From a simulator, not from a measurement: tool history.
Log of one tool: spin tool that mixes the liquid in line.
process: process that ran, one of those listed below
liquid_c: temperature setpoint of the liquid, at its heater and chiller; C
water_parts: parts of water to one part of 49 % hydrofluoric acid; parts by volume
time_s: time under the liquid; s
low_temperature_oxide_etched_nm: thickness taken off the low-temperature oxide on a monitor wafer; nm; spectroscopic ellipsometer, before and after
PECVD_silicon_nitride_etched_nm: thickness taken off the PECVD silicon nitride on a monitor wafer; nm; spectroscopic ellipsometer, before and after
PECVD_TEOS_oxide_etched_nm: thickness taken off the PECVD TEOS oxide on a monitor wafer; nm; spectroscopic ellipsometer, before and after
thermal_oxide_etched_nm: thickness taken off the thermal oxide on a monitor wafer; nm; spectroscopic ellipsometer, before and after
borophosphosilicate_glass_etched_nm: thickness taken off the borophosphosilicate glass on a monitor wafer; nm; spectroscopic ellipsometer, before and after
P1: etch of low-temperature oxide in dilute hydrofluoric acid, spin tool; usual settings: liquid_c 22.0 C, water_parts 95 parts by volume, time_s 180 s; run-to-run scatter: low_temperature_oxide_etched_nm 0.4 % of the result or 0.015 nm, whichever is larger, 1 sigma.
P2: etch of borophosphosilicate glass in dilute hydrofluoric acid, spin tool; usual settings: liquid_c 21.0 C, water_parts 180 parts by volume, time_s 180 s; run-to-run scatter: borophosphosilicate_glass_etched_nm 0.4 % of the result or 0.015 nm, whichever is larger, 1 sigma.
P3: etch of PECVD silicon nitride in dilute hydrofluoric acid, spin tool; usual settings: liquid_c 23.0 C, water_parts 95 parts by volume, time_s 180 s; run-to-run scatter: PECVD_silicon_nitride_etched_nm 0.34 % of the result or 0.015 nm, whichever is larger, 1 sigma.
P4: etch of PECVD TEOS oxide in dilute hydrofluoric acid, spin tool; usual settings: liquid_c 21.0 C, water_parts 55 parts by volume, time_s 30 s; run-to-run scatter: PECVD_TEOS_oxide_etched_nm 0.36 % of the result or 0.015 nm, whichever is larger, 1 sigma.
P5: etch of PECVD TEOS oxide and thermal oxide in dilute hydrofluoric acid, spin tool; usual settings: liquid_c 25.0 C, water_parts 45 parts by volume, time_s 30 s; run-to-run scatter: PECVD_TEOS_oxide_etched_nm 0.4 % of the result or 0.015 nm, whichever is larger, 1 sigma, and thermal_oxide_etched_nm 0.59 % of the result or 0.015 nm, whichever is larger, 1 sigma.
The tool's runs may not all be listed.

run,hour,process,liquid_c,water_parts,time_s,hours since the thermometer was replaced,hours since the hydrofluoric acid flow meter was replaced,low_temperature_oxide_etched_nm,PECVD_silicon_nitride_etched_nm,PECVD_TEOS_oxide_etched_nm,thermal_oxide_etched_nm,borophosphosilicate_glass_etched_nm
1,8.0,P1,22.0,95,180,448.4,1758.7,25.7780,,,,
2,12.8,P3,18.5,95,180,453.2,1763.5,,4.6411,,,
3,21.6,P1,22.0,95,285,462.0,1772.3,40.6650,,,,
4,28.1,P5,25.0,45,60,468.5,1778.8,,,30.7390,7.1318,
5,36.1,P2,21.0,180,300,476.5,1786.8,,,,,47.792
6,41.3,P1,28.0,95,70,481.7,1792.0,12.6360,,,,
7,49.0,P1,22.0,135,180,489.4,1799.7,17.3420,,,,
8,55.6,P5,25.0,65,30,496.0,1806.3,,,10.2510,2.4018,
9,60.3,P1,22.0,95,180,500.7,1811.0,25.7470,,,,
10,65.5,P4,21.0,55,55,505.9,1816.2,,,11.1870,,
11,74.7,P3,23.0,95,180,515.1,1825.4,,6.3334,,,
12,80.1,P4,21.0,80,30,520.5,1830.8,,,4.0753,,
13,85.7,P4,29.0,55,30,526.1,1836.4,,,8.4224,,
14,92.6,P4,21.0,55,30,533.0,1843.3,,,6.0688,,
15,101.7,P5,32.5,45,30,542.1,1852.4,,,20.5930,4.8305,
16,109.5,P2,17.0,180,180,549.9,1860.2,,,,,24.451
17,117.8,P1,22.0,165,15,558.2,1868.5,1.1626,,,,
18,123.4,P1,22.0,55,180,563.8,1874.1,46.8760,,,,
19,132.2,P1,27.5,165,180,572.6,1882.9,16.8540,,,,
20,136.7,P1,17.0,95,180,577.1,1887.4,21.0780,,,,
21,141.3,P1,22.0,95,180,581.7,1892.0,25.6370,,,,
22,145.8,P1,22.0,95,180,586.2,1896.5,25.8690,,,,
23,153.1,P1,22.0,95,25,593.5,1903.8,3.5774,,,,
24,162.2,P5,25.0,45,30,602.6,1912.9,,,15.2140,3.5840,
25,168.5,P3,23.0,95,85,608.9,1919.2,,2.9793,,,
26,174.4,P2,21.0,250,180,614.8,1925.1,,,,,19.301
27,182.7,P3,23.0,20,180,623.1,1933.4,,28.5900,,,
28,191.1,P5,25.0,45,30,631.5,1941.8,,,15.2320,3.5998,
29,196.9,P1,22.0,95,180,637.3,1947.6,25.8250,,,,
30,204.4,P2,21.0,180,180,644.8,1955.1,,,,,28.739
31,210.9,P1,27.0,95,180,651.3,1961.6,31.4970,,,,
32,217.0,P1,22.0,95,180,657.4,1967.7,25.8340,,,,
33,223.2,P1,22.0,95,180,663.6,1973.9,26.5580,,,,
34,233.2,P1,22.0,95,180,673.6,1983.9,27.2240,,,,
35,240.3,P1,22.0,95,180,680.7,1991.0,27.3780,,,,
36,246.2,P1,22.0,95,180,686.6,1996.9,27.8580,,,,
37,252.4,P1,22.0,95,180,692.8,2003.1,27.4250,,,,
38,258.7,P1,22.0,95,180,699.1,2009.4,27.7700,,,,
39,268.3,P1,22.0,95,180,708.7,2019.0,27.7120,,,,

Forecast run 40:
40,277.4,P1,22.0,95,180,717.8,2028.1,?,,,,

low_temperature_oxide_etched_nm: 27.7600 nm

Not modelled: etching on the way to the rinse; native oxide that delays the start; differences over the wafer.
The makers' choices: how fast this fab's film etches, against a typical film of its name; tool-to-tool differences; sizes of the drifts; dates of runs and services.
